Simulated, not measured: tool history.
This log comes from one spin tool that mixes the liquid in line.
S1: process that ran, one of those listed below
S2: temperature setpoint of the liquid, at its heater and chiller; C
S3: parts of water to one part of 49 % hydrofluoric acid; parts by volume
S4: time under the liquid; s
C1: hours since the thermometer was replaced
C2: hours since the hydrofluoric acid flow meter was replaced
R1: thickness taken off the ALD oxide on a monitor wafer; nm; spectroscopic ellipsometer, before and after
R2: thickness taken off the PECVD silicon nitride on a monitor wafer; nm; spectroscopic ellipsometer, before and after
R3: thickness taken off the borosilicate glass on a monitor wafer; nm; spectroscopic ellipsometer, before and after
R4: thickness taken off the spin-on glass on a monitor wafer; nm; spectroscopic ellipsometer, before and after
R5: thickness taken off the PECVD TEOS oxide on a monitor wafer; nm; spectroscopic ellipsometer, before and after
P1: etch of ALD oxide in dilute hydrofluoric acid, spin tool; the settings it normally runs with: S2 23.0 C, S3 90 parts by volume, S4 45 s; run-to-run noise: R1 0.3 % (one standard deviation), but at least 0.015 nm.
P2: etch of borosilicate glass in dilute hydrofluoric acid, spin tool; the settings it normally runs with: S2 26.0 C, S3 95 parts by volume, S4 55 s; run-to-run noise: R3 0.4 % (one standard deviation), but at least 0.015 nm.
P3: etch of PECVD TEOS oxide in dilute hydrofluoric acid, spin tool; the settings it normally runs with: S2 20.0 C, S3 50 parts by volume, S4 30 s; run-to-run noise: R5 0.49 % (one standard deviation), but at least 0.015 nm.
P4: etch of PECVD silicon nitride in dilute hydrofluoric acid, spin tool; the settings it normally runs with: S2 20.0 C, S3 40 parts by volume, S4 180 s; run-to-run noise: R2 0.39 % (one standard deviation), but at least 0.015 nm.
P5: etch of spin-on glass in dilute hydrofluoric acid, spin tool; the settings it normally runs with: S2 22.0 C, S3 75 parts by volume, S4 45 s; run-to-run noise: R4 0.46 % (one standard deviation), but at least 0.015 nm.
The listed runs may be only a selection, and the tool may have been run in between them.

{"run": 1, "day": 0.479, "S1": "P1", "S2": 23.0, "S3": 90, "S4": 45, "C1": 464.0, "C2": 399.4, "R1": 12.158}
{"run": 2, "day": 0.946, "S1": "P4", "S2": 20.0, "S3": 40, "S4": 180, "C1": 475.2, "C2": 410.6, "R2": 5.7185}
{"run": 3, "day": 1.254, "S1": "P1", "S2": 23.0, "S3": 90, "S4": 45, "C1": 482.6, "C2": 418.0, "R1": 12.227}
{"run": 4, "day": 1.679, "S1": "P2", "S2": 26.0, "S3": 95, "S4": 55, "C1": 492.8, "C2": 428.2, "R3": 10.644}
{"run": 5, "day": 2.146, "S1": "P1", "S2": 28.0, "S3": 90, "S4": 75, "C1": 504.0, "C2": 439.4, "R1": 24.79}
{"run": 6, "day": 2.592, "S1": "P2", "S2": 26.0, "S3": 95, "S4": 100, "C1": 514.7, "C2": 450.1, "R3": 19.326}
{"day": 2.779, "done": "hydrofluoric acid flow meter replaced"}
{"run": 7, "day": 2.988, "S1": "P5", "S2": 22.0, "S3": 75, "S4": 45, "C1": 524.2, "C2": 5.0, "R4": 18.66}
{"run": 8, "day": 3.358, "S1": "P1", "S2": 23.0, "S3": 20, "S4": 45, "C1": 533.1, "C2": 13.9, "R1": 59.976}
{"run": 9, "day": 3.812, "S1": "P4", "S2": 20.0, "S3": 55, "S4": 180, "C1": 544.0, "C2": 24.8, "R2": 4.2719}
{"run": 10, "day": 4.446, "S1": "P2", "S2": 21.0, "S3": 95, "S4": 55, "C1": 559.2, "C2": 40.0, "R3": 8.7272}
{"run": 11, "day": 4.783, "S1": "P3", "S2": 20.0, "S3": 50, "S4": 60, "C1": 567.3, "C2": 48.1, "R5": 25.801}
{"run": 12, "day": 5.075, "S1": "P1", "S2": 17.0, "S3": 90, "S4": 15, "C1": 574.3, "C2": 55.1, "R1": 3.1813}
{"run": 13, "day": 5.633, "S1": "P5", "S2": 27.5, "S3": 75, "S4": 45, "C1": 587.7, "C2": 68.5, "R4": 23.246}
{"run": 14, "day": 6.246, "S1": "P3", "S2": 17.0, "S3": 50, "S4": 30, "C1": 602.4, "C2": 83.2, "R5": 11.385}
{"run": 15, "day": 6.812, "S1": "P1", "S2": 23.0, "S3": 135, "S4": 45, "C1": 616.0, "C2": 96.8, "R1": 7.6678}
{"run": 16, "day": 7.467, "S1": "P1", "S2": 23.0, "S3": 90, "S4": 70, "C1": 631.7, "C2": 112.5, "R1": 18.982}
{"run": 17, "day": 8.054, "S1": "P1", "S2": 17.0, "S3": 40, "S4": 45, "C1": 645.8, "C2": 126.6, "R1": 22.597}
{"run": 18, "day": 8.608, "S1": "P5", "S2": 22.0, "S3": 75, "S4": 45, "C1": 659.1, "C2": 139.9, "R4": 18.631}
{"run": 19, "day": 8.933, "S1": "P5", "S2": 22.0, "S3": 75, "S4": 80, "C1": 666.9, "C2": 147.7, "R4": 33.296}
{"run": 20, "day": 9.525, "S1": "P3", "S2": 20.0, "S3": 50, "S4": 30, "C1": 681.1, "C2": 161.9, "R5": 12.888}
{"run": 21, "day": 10.029, "S1": "P2", "S2": 26.0, "S3": 95, "S4": 55, "C1": 693.2, "C2": 174.0, "R3": 10.697}
{"run": 22, "day": 10.596, "S1": "P1", "S2": 23.0, "S3": 90, "S4": 45, "C1": 706.8, "C2": 187.6, "R1": 12.283}
{"run": 23, "day": 11.175, "S1": "P1", "S2": 17.0, "S3": 90, "S4": 45, "C1": 720.7, "C2": 201.5, "R1": 9.4888}
{"run": 24, "day": 11.533, "S1": "P1", "S2": 23.0, "S3": 90, "S4": 15, "C1": 729.3, "C2": 210.1, "R1": 4.0981}
{"run": 25, "day": 11.971, "S1": "P1", "S2": 23.0, "S3": 90, "S4": 45, "C1": 739.8, "C2": 220.6, "R1": 12.238}
{"run": 26, "day": 12.271, "S1": "P5", "S2": 22.0, "S3": 20, "S4": 45, "C1": 747.0, "C2": 227.8, "R4": 75.109}
{"run": 27, "day": 12.8, "S1": "P1", "S2": 23.0, "S3": 90, "S4": 45, "C1": 759.7, "C2": 240.5, "R1": 12.152}
{"run": 28, "day": 13.433, "S1": "P4", "S2": 25.0, "S3": 40, "S4": 180, "C1": 774.9, "C2": 255.7, "R2": 8.0699}
{"run": 29, "day": 13.858, "S1": "P2", "S2": 26.0, "S3": 35, "S4": 55, "C1": 785.1, "C2": 265.9, "R3": 31.506}
{"run": 30, "day": 14.221, "S1": "P4", "S2": 20.0, "S3": 40, "S4": 180, "C1": 793.8, "C2": 274.6, "R2": 5.7728}
{"run": 31, "day": 14.717, "S1": "P3", "S2": 20.0, "S3": 20, "S4": 30, "C1": 805.7, "C2": 286.5, "R5": 33.57}
{"run": 32, "day": 15.329, "S1": "P4", "S2": 20.0, "S3": 40, "S4": 330, "C1": 820.4, "C2": 301.2, "R2": 10.52}
{"run": 33, "day": 15.946, "S1": "P1", "S2": 30.0, "S3": 90, "S4": 45, "C1": 835.2, "C2": 316.0, "R1": 16.085}
{"run": 34, "day": 16.396, "S1": "P1", "S2": 23.0, "S3": 90, "S4": 45, "C1": 846.0, "C2": 326.8, "R1": 12.27}
{"run": 35, "day": 16.771, "S1": "P1", "S2": 23.0, "S3": 90, "S4": 45, "C1": 855.0, "C2": 335.8, "R1": 11.939}
{"run": 36, "day": 17.417, "S1": "P1", "S2": 23.0, "S3": 90, "S4": 45, "C1": 870.5, "C2": 351.3, "R1": 11.695}
{"run": 37, "day": 18.0, "S1": "P1", "S2": 23.0, "S3": 90, "S4": 45, "C1": 884.5, "C2": 365.3, "R1": 11.559}
{"run": 38, "day": 18.321, "S1": "P1", "S2": 23.0, "S3": 90, "S4": 45, "C1": 892.2, "C2": 373.0, "R1": 11.505}
{"run": 39, "day": 18.867, "S1": "P1", "S2": 23.0, "S3": 90, "S4": 45, "C1": 905.3, "C2": 386.1, "R1": 11.391}
{"run": 40, "day": 19.504, "S1": "P1", "S2": 23.0, "S3": 90, "S4": 45, "C1": 920.6, "C2": 401.4, "R1": 11.488}
{"run": 41, "day": 19.825, "S1": "P1", "S2": 23.0, "S3": 90, "S4": 45, "C1": 928.3, "C2": 409.1, "R1": 11.355}
{"run": 42, "day": 20.458, "S1": "P1", "S2": 23.0, "S3": 90, "S4": 45, "C1": 943.5, "C2": 424.3, "R1": 11.421}

Something has made what P1 gives creep away from where it was; the 2 causes below, each at its own stated size, fit the log equally well:
A: hydrofluoric acid flow below the setpoint (%) = 6.21
B: liquid colder than its thermometer reads (K) = 1.76
Onset of the creep was near day 16.396.

Question marks stand in for the results of the 4 check runs listed below, each run on one wafer. Under which run would the listed causes show clearly different results?
{"run": "check 1", "day": 21.092, "S1": "P4", "S2": 24.0, "S3": 40, "S4": 315, "R2": "?"}
{"run": "check 2", "day": 21.092, "S1": "P2", "S2": 21.5, "S3": 35, "S4": 55, "R3": "?"}
{"run": "check 3", "day": 21.092, "S1": "P3", "S2": 20.0, "S3": 20, "S4": 50, "R5": "?"}
{"run": "check 4", "day": 21.092, "S1": "P5", "S2": 25.0, "S3": 75, "S4": 65, "R4": "?"}

What each check would give under each cause:
check=check_1 result=R2 if_A=12.4530 if_B=11.7570
check=check_2 result=R3 if_A=24.2890 if_B=24.0930
check=check_3 result=R5 if_A=52.087 if_B=51.494
check=check_4 result=R4 if_A=28.463 if_B=28.454
Minimum pairwise separation of causes per check, each pair taken at its best-separating result: check 1 5.75 %; check 2 0.81 %; check 3 1.15 %; check 4 0.03 %
Only check 1 tells the causes apart: in the others they would give nearly the same result.

Then check 1 was run and gave: R2 12.4440 nm. Which cause is it?

The correct cause is A, namely: hydrofluoric acid flow below the setpoint (%).
